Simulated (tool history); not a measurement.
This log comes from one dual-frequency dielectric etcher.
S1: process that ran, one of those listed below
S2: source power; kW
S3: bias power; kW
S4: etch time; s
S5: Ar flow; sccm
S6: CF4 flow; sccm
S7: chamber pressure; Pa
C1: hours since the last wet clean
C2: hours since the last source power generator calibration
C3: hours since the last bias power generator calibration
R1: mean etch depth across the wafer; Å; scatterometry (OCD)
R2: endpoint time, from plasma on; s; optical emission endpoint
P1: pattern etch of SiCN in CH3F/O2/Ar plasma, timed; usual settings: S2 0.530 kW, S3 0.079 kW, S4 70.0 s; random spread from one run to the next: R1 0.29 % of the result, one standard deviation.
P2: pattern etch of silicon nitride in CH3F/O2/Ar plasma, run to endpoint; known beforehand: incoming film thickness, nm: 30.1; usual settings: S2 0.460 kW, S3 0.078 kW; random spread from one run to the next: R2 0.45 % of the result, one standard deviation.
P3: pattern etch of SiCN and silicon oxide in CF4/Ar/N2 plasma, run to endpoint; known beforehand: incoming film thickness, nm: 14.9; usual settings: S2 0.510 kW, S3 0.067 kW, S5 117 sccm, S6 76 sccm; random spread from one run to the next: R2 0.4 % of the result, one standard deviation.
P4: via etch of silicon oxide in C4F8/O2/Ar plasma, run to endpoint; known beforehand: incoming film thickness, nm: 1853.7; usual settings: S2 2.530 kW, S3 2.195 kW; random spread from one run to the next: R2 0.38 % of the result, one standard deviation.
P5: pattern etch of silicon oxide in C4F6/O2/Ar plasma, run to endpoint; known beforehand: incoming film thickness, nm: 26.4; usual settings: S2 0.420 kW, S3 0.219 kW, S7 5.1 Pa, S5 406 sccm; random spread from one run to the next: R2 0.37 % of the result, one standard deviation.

{"run": 1, "hour": 3.3, "S1": "P1", "S2": 0.53, "S3": 0.079, "S4": 70.0, "C1": 243.5, "C2": 1268.5, "C3": 3453.5, "R1": 296.35}
{"run": 2, "hour": 7.3, "S1": "P3", "S2": 0.51, "S3": 0.067, "S5": 117, "S6": 48, "C1": 247.5, "C2": 1272.5, "C3": 3457.5, "R2": 17.178}
{"run": 3, "hour": 10.4, "S1": "P2", "S2": 0.28, "S3": 0.078, "C1": 250.6, "C2": 1275.6, "C3": 3460.6, "R2": 48.268}
{"run": 4, "hour": 12.8, "S1": "P5", "S2": 0.42, "S3": 0.219, "S5": 288, "S7": 5.1, "C1": 253.0, "C2": 1278.0, "C3": 3463.0, "R2": 7.6033}
{"run": 5, "hour": 15.9, "S1": "P3", "S2": 0.51, "S3": 0.067, "S5": 75, "S6": 76, "C1": 256.1, "C2": 1281.1, "C3": 3466.1, "R2": 15.069}
{"run": 6, "hour": 20.5, "S1": "P4", "S2": 2.53, "S3": 2.195, "C1": 260.7, "C2": 1285.7, "C3": 3470.7, "R2": 303.68}
{"run": 7, "hour": 24.2, "S1": "P2", "S2": 0.46, "S3": 0.045, "C1": 264.4, "C2": 1289.4, "C3": 3474.4, "R2": 47.186}
{"run": 8, "hour": 29.6, "S1": "P1", "S2": 0.64, "S3": 0.079, "S4": 70.0, "C1": 269.8, "C2": 1294.8, "C3": 3479.8, "R1": 317.81}
{"run": 9, "hour": 32.1, "S1": "P1", "S2": 0.53, "S3": 0.057, "S4": 70.0, "C1": 272.3, "C2": 1297.3, "C3": 3482.3, "R1": 267.02}
{"run": 10, "hour": 36.2, "S1": "P1", "S2": 0.53, "S3": 0.079, "S4": 70.0, "C1": 276.4, "C2": 1301.4, "C3": 3486.4, "R1": 296.74}
{"run": 11, "hour": 40.0, "S1": "P1", "S2": 0.53, "S3": 0.079, "S4": 70.0, "C1": 280.2, "C2": 1305.2, "C3": 3490.2, "R1": 296.61}
{"run": 12, "hour": 45.3, "S1": "P5", "S2": 0.42, "S3": 0.219, "S5": 406, "S7": 5.1, "C1": 285.5, "C2": 1310.5, "C3": 3495.5, "R2": 7.9175}
{"run": 13, "hour": 47.9, "S1": "P1", "S2": 0.53, "S3": 0.079, "S4": 70.0, "C1": 288.1, "C2": 1313.1, "C3": 3498.1, "R1": 297.77}
{"run": 14, "hour": 52.1, "S1": "P5", "S2": 0.42, "S3": 0.219, "S5": 406, "S7": 5.1, "C1": 292.3, "C2": 1317.3, "C3": 3502.3, "R2": 7.9212}
{"hour": 52.6, "done": "wet clean of the chamber"}
{"run": 15, "hour": 54.7, "S1": "P3", "S2": 0.3, "S3": 0.067, "S5": 117, "S6": 76, "C1": 2.1, "C2": 1319.9, "C3": 3504.9, "R2": 25.723}
{"run": 16, "hour": 57.6, "S1": "P1", "S2": 0.53, "S3": 0.079, "S4": 70.0, "C1": 5.0, "C2": 1322.8, "C3": 3507.8, "R1": 296.14}
{"run": 17, "hour": 62.0, "S1": "P5", "S2": 0.26, "S3": 0.219, "S5": 406, "S7": 5.1, "C1": 9.4, "C2": 1327.2, "C3": 3512.2, "R2": 9.5363}
{"run": 18, "hour": 65.5, "S1": "P1", "S2": 0.53, "S3": 0.103, "S4": 70.0, "C1": 12.9, "C2": 1330.7, "C3": 3515.7, "R1": 325.24}
{"run": 19, "hour": 68.0, "S1": "P5", "S2": 0.42, "S3": 0.15, "S5": 406, "S7": 5.1, "C1": 15.4, "C2": 1333.2, "C3": 3518.2, "R2": 8.9357}
{"run": 20, "hour": 73.5, "S1": "P2", "S2": 0.46, "S3": 0.078, "C1": 20.9, "C2": 1338.7, "C3": 3523.7, "R2": 39.701}
{"run": 21, "hour": 76.5, "S1": "P3", "S2": 0.51, "S3": 0.042, "S5": 117, "S6": 76, "C1": 23.9, "C2": 1341.7, "C3": 3526.7, "R2": 18.474}
{"run": 22, "hour": 81.5, "S1": "P3", "S2": 0.51, "S3": 0.067, "S5": 117, "S6": 76, "C1": 28.9, "C2": 1346.7, "C3": 3531.7, "R2": 15.959}
{"run": 23, "hour": 87.0, "S1": "P1", "S2": 0.53, "S3": 0.079, "S4": 70.0, "C1": 34.4, "C2": 1352.2, "C3": 3537.2, "R1": 297.36}
{"run": 24, "hour": 91.1, "S1": "P5", "S2": 0.42, "S3": 0.219, "S5": 406, "S7": 4.0, "C1": 38.5, "C2": 1356.3, "C3": 3541.3, "R2": 7.7117}
{"run": 25, "hour": 95.0, "S1": "P4", "S2": 2.53, "S3": 1.569, "C1": 42.4, "C2": 1360.2, "C3": 3545.2, "R2": 333.73}
{"run": 26, "hour": 99.9, "S1": "P1", "S2": 0.53, "S3": 0.079, "S4": 92.0, "C1": 47.3, "C2": 1365.1, "C3": 3550.1, "R1": 390.16}
{"run": 27, "hour": 102.9, "S1": "P1", "S2": 0.33, "S3": 0.079, "S4": 39.0, "C1": 50.3, "C2": 1368.1, "C3": 3553.1, "R1": 138.15}
{"run": 28, "hour": 107.1, "S1": "P1", "S2": 0.53, "S3": 0.079, "S4": 70.0, "C1": 54.5, "C2": 1372.3, "C3": 3557.3, "R1": 297.02}
{"run": 29, "hour": 112.2, "S1": "P1", "S2": 0.34, "S3": 0.079, "S4": 70.0, "C1": 59.6, "C2": 1377.4, "C3": 3562.4, "R1": 251.82}
{"run": 30, "hour": 115.9, "S1": "P1", "S2": 0.4, "S3": 0.079, "S4": 54.0, "C1": 63.3, "C2": 1381.1, "C3": 3566.1, "R1": 206.21}
{"run": 31, "hour": 119.9, "S1": "P1", "S2": 0.53, "S3": 0.079, "S4": 45.5, "C1": 67.3, "C2": 1385.1, "C3": 3570.1, "R1": 193.51}
{"run": 32, "hour": 124.9, "S1": "P2", "S2": 0.46, "S3": 0.078, "C1": 72.3, "C2": 1390.1, "C3": 3575.1, "R2": 39.942}
{"run": 33, "hour": 127.7, "S1": "P4", "S2": 1.92, "S3": 2.195, "C1": 75.1, "C2": 1392.9, "C3": 3577.9, "R2": 340.54}
{"run": 34, "hour": 132.5, "S1": "P1", "S2": 0.53, "S3": 0.079, "S4": 70.0, "C1": 79.9, "C2": 1397.7, "C3": 3582.7, "R1": 297.25}
{"run": 35, "hour": 137.1, "S1": "P1", "S2": 0.53, "S3": 0.079, "S4": 70.0, "C1": 84.5, "C2": 1402.3, "C3": 3587.3, "R1": 293.81}
{"run": 36, "hour": 142.6, "S1": "P1", "S2": 0.53, "S3": 0.079, "S4": 70.0, "C1": 90.0, "C2": 1407.8, "C3": 3592.8, "R1": 293.6}
{"run": 37, "hour": 146.1, "S1": "P1", "S2": 0.53, "S3": 0.079, "S4": 70.0, "C1": 93.5, "C2": 1411.3, "C3": 3596.3, "R1": 293.31}
{"run": 38, "hour": 151.5, "S1": "P1", "S2": 0.53, "S3": 0.079, "S4": 70.0, "C1": 98.9, "C2": 1416.7, "C3": 3601.7, "R1": 292.27}
{"run": 39, "hour": 154.3, "S1": "P1", "S2": 0.53, "S3": 0.079, "S4": 70.0, "C1": 101.7, "C2": 1419.5, "C3": 3604.5, "R1": 292.04}
{"hour": 156.0, "done": "wet clean of the chamber"}
{"run": 40, "hour": 158.6, "S1": "P1", "S2": 0.53, "S3": 0.079, "S4": 70.0, "C1": 2.7, "C2": 1423.8, "C3": 3608.8, "R1": 291.5}
{"run": 41, "hour": 163.3, "S1": "P1", "S2": 0.53, "S3": 0.079, "S4": 70.0, "C1": 7.4, "C2": 1428.5, "C3": 3613.5, "R1": 293.02}
{"run": 42, "hour": 168.2, "S1": "P1", "S2": 0.53, "S3": 0.079, "S4": 70.0, "C1": 12.3, "C2": 1433.4, "C3": 3618.4, "R1": 291.99}
{"run": 43, "hour": 170.6, "S1": "P1", "S2": 0.53, "S3": 0.079, "S4": 70.0, "C1": 14.7, "C2": 1435.8, "C3": 3620.8, "R1": 291.94}
{"run": 44, "hour": 173.4, "S1": "P1", "S2": 0.53, "S3": 0.079, "S4": 70.0, "C1": 17.5, "C2": 1438.6, "C3": 3623.6, "R1": 291.65}

What P1 gives has crept away from where it was. These 2 causes fit the log equally well, each at the size given:
A: bias power that arrives under what is set, % = 4.02
B: source power that arrives under what is set, % = 3.77
The gradual shift began around hour 132.5.
Why every other cause is out:
chamber walls in a state that lowers the etch rate, %: its service at hour 156.0 followed the start of the drift and did not put the process back to its old value

Of the 4 check runs below, each run on 2 wafers with the results averaged and each result still a question mark, which one would tell the listed causes apart?
{"run": "check 1", "hour": 176.2, "S1": "P2", "S2": 0.39, "S3": 0.058, "R2": "?"}
{"run": "check 2", "hour": 176.2, "S1": "P5", "S2": 0.26, "S3": 0.165, "S5": 406, "S7": 5.1, "R2": "?"}
{"run": "check 3", "hour": 176.2, "S1": "P4", "S2": 2.06, "S3": 1.689, "R2": "?"}
{"run": "check 4", "hour": 176.2, "S1": "P3", "S2": 0.34, "S3": 0.051, "S5": 117, "S6": 76, "R2": "?"}

If the cause were each of the candidates in turn, the checks would give the following:
check=check_1 result=R2 if_A=47.3250 if_B=47.3940
check=check_2 result=R2 if_A=10.5860 if_B=10.6050
check=check_3 result=R2 if_A=358.8600 if_B=360.4100
check=check_4 result=R2 if_A=25.4320 if_B=25.9690
Per check, the gap between the least separated pair of causes, taken in the result that splits them most: check 1 0.15 %; check 2 0.18 %; check 3 0.43 %; check 4 2.09 %
Only check 4 tells the causes apart: in the others they would give nearly the same result.

Running check 4 produced the following: R2 25.4790 s. Which one of the listed causes fits?

It is A: bias power that arrives under what is set, %.
